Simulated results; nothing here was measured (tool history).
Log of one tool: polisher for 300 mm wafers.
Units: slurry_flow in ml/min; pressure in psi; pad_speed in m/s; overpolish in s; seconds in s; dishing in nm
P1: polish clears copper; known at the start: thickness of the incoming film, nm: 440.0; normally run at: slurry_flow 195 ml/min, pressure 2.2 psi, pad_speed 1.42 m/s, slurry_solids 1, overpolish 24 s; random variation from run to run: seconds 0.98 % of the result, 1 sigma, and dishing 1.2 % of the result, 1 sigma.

| run | hour | slurry_flow | pressure | pad_speed | slurry_solids | overpolish | wafers polished on this pad | hours since the slurry nozzle was cleaned | hours since the head pressure was calibrated | hours since the slurry blender was calibrated | seconds | dishing |
|---|---|---|---|---|---|---|---|---|---|---|---|---|
| 1 | 7.8 | 195 | 2.2 | 1.42 | 1 | 24 | 916 | 422.3 | 264.1 | 104.9 | 154.95 | 43.076 |
| 2 | 16.5 | 195 | 1.1 | 1.42 | 1 | 24 | 963 | 431 | 272.8 | 113.6 | 308.24 | 22.675 |
| 3 | 24.5 | 195 | 2.2 | 1.42 | 1 | 24 | 1006 | 439 | 280.8 | 121.6 | 155.12 | 42.998 |
| 4 | 30.4 | 115 | 2.2 | 1.04 | 1 | 24 | 1037 | 444.9 | 286.7 | 127.5 | 232.98 | 30.106 |
| 5 | 37.8 | 195 | 2.2 | 0.78 | 1 | 24 | 1077 | 452.3 | 294.1 | 134.9 | 280.23 | 24.987 |
| 6 | 47 | 195 | 2.2 | 1.42 | 1 | 7 | 1126 | 461.5 | 303.3 | 144.1 | 153.94 | 14.249 |
| 7 | 53.2 | 195 | 2.2 | 1.42 | 1 | 24 | 1160 | 467.7 | 309.5 | 150.3 | 155.71 | 42.395 |
| 8 | 61.4 | 195 | 3.3 | 1.42 | 1 | 24 | 1203 | 475.9 | 317.7 | 158.5 | 102.03 | 60.742 |
| 9 | 65.6 | 195 | 2.2 | 1.42 | 0.65 | 24 | 1226 | 480.1 | 321.9 | 162.7 | 170.98 | 39.747 |
| 10 | 74.3 | 195 | 2.2 | 1.42 | 1 | 24 | 1273 | 488.8 | 330.6 | 171.4 | 153.78 | 43.235 |
| 11 | 81.4 | 195 | 2.2 | 1.42 | 1 | 38 | 1311 | 495.9 | 337.7 | 178.5 | 155.47 | 61.226 |
| 12 | 86.8 | 115 | 2.2 | 1.42 | 1 | 24 | 1340 | 501.3 | 343.1 | 183.9 | 172.46 | 39.672 |
| 13 | 95.6 | 195 | 2.2 | 1.42 | 1.45 | 24 | 1387 | 510.1 | 351.9 | 192.7 | 144.35 | 46.388 |
| 14 | 101.3 | 195 | 2.2 | 2.22 | 1 | 24 | 1417 | 515.8 | 357.6 | 198.4 | 97.645 | 60.334 |
|  | 104.3 | slurry nozzle cleaned |
| 15 | 109.8 | 310 | 2.2 | 1.42 | 1 | 24 | 1463 | 5.6 | 366.1 | 206.9 | 146.6 | 45.328 |
| 16 | 118.7 | 195 | 2.2 | 1.42 | 1 | 24 | 1511 | 14.5 | 375 | 215.8 | 154.57 | 42.381 |
| 17 | 125.7 | 195 | 2.2 | 1.42 | 1 | 24 | 1548 | 21.5 | 382 | 222.8 | 160.5 | 42.494 |
| 18 | 130.9 | 195 | 2.2 | 1.42 | 1 | 24 | 1576 | 26.7 | 387.2 | 228 | 160.85 | 41.351 |
| 19 | 135.3 | 195 | 2.2 | 1.42 | 1 | 24 | 1599 | 31.1 | 391.6 | 232.4 | 162.2 | 42.309 |
| 20 | 140.3 | 195 | 2.2 | 1.42 | 1 | 24 | 1626 | 36.1 | 396.6 | 237.4 | 163.88 | 41.603 |
| 21 | 146.7 | 195 | 2.2 | 1.42 | 1 | 24 | 1661 | 42.5 | 403 | 243.8 | 165.23 | 41.963 |
|  | 149.7 | worn pad replaced by a new one |
| 22 | 153.8 | 195 | 2.2 | 1.42 | 1 | 24 | 22 | 49.6 | 410.1 | 250.9 | 162.04 | 40.315 |
| 23 | 160.6 | 195 | 2.2 | 1.42 | 1 | 24 | 58 | 56.4 | 416.9 | 257.7 | 163 | 41.251 |
|  | 166.6 | head pressure recalibrated |
| 24 | 168.9 | 195 | 2.2 | 1.42 | 1 | 24 | 103 | 64.7 | 2.4 | 266 | 164.77 | 41.131 |
| 25 | 177.4 | 195 | 2.2 | 1.42 | 1 | 24 | 148 | 73.2 | 10.9 | 274.5 | 164.13 | 41.069 |
| 26 | 185.1 | 195 | 2.2 | 1.42 | 1 | 24 | 189 | 80.9 | 18.6 | 282.2 | 163.82 | 40.88 |

What P1 gives has crept away from where it was. These 2 causes fit the log equally well, each at the size given:
A: slurry flow missing at the pad, % = 31.7
B: abrasive missing from the slurry, % = 25.6
The creep began at about hour 118.7.
Why every other cause is out:
removal rate lost through wear of the pad, %: serviced at hour 149.7, which brought nothing back
head's pressure below its setpoint, %: serviced at hour 166.6, which brought nothing back

4 check runs are offered, each on 5 wafers whose results are averaged, their results left as question marks. Which one tells the causes apart?
| check 1 | 192.8 | 195 | 3 | 1.42 | 1.25 | 24 |  |  |  |  | ? | ? |
| check 2 | 192.8 | 195 | 2.2 | 2.12 | 1.35 | 24 |  |  |  |  | ? | ? |
| check 3 | 192.8 | 195 | 2.2 | 0.88 | 1.3 | 24 |  |  |  |  | ? | ? |
| check 4 | 192.8 | 125 | 2.2 | 1.42 | 1 | 35 |  |  |  |  | ? | ? |

What each check would give under each cause:
| check | result | if A | if B |
|---|---|---|---|
| check 1 | seconds | 115.38 | 115.55 |
| check 1 | dishing | 56.049 | 55.985 |
| check 2 | seconds | 103.61 | 103.82 |
| check 2 | dishing | 59.073 | 58.984 |
| check 3 | seconds | 251.71 | 252.15 |
| check 3 | dishing | 28.395 | 28.351 |
| check 4 | seconds | 183.65 | 178 |
| check 4 | dishing | 50.878 | 52.138 |
How far apart the two closest causes lie, in the result that separates them most: check 1 0.14 %; check 2 0.2 %; check 3 0.17 %; check 4 3.12 %
Check 4 tells the causes apart: in the others they would give nearly the same result.

Then check 4 was run and gave: seconds 177.99 s; dishing 52.467 nm. Which cause is it?

It is B: abrasive missing from the slurry, %.
